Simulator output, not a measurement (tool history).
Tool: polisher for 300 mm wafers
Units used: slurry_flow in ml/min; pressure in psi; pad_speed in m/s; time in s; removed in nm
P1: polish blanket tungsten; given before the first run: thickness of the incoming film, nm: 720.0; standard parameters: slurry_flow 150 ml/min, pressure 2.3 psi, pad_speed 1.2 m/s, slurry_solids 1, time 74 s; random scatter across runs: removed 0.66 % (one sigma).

{"run": 1, "hour": 10.9, "slurry_flow": 150, "pressure": 2.3, "pad_speed": 1.2, "slurry_solids": 1, "time": 74, "removed": 305.66}
{"run": 2, "hour": 20.0, "slurry_flow": 150, "pressure": 3.6, "pad_speed": 1.2, "slurry_solids": 1, "time": 74, "removed": 474.57}
{"run": 3, "hour": 32.3, "slurry_flow": 150, "pressure": 2.3, "pad_speed": 1.76, "slurry_solids": 1, "time": 74, "removed": 448.83}
{"run": 4, "hour": 44.1, "slurry_flow": 150, "pressure": 2.3, "pad_speed": 1.2, "slurry_solids": 1, "time": 74, "removed": 305.37}
{"run": 5, "hour": 50.9, "slurry_flow": 150, "pressure": 2.3, "pad_speed": 1.2, "slurry_solids": 1, "time": 48, "removed": 198.53}
{"run": 6, "hour": 57.6, "slurry_flow": 150, "pressure": 2.3, "pad_speed": 0.54, "slurry_solids": 1, "time": 74, "removed": 137.63}
{"run": 7, "hour": 64.2, "slurry_flow": 90, "pressure": 2.3, "pad_speed": 1.2, "slurry_solids": 1, "time": 74, "removed": 270.86}
{"run": 8, "hour": 73.5, "slurry_flow": 150, "pressure": 2.3, "pad_speed": 1.2, "slurry_solids": 1.3, "time": 74, "removed": 318.67}
{"run": 9, "hour": 79.2, "slurry_flow": 150, "pressure": 1.7, "pad_speed": 1.2, "slurry_solids": 1, "time": 74, "removed": 224.79}
{"run": 10, "hour": 85.9, "slurry_flow": 230, "pressure": 2.3, "pad_speed": 1.2, "slurry_solids": 1, "time": 74, "removed": 324.94}
{"hour": 90.8, "done": "slurry blender recalibrated"}
{"run": 11, "hour": 94.7, "slurry_flow": 150, "pressure": 2.3, "pad_speed": 1.2, "slurry_solids": 1, "time": 74, "removed": 304.45}
{"run": 12, "hour": 100.9, "slurry_flow": 150, "pressure": 2.3, "pad_speed": 1.2, "slurry_solids": 0.55, "time": 74, "removed": 265.48}
{"run": 13, "hour": 111.7, "slurry_flow": 150, "pressure": 2.3, "pad_speed": 1.2, "slurry_solids": 0.6, "time": 101, "removed": 371.82}
{"run": 14, "hour": 118.1, "slurry_flow": 150, "pressure": 2.3, "pad_speed": 1.2, "slurry_solids": 1, "time": 74, "removed": 301.39}
{"run": 15, "hour": 127.9, "slurry_flow": 190, "pressure": 2.3, "pad_speed": 1.2, "slurry_solids": 1, "time": 91, "removed": 389.07}
{"run": 16, "hour": 140.2, "slurry_flow": 150, "pressure": 2.3, "pad_speed": 1.2, "slurry_solids": 1, "time": 74, "removed": 302.46}
{"run": 17, "hour": 145.9, "slurry_flow": 150, "pressure": 2.3, "pad_speed": 1.2, "slurry_solids": 1, "time": 102, "removed": 421.1}

Run 18 comes next. What will it give?
{"run": 18, "hour": 157.3, "slurry_flow": 150, "pressure": 2.3, "pad_speed": 1.2, "slurry_solids": 1, "time": 74, "removed": "?"}

{"run 18": {"removed": 304.11}}
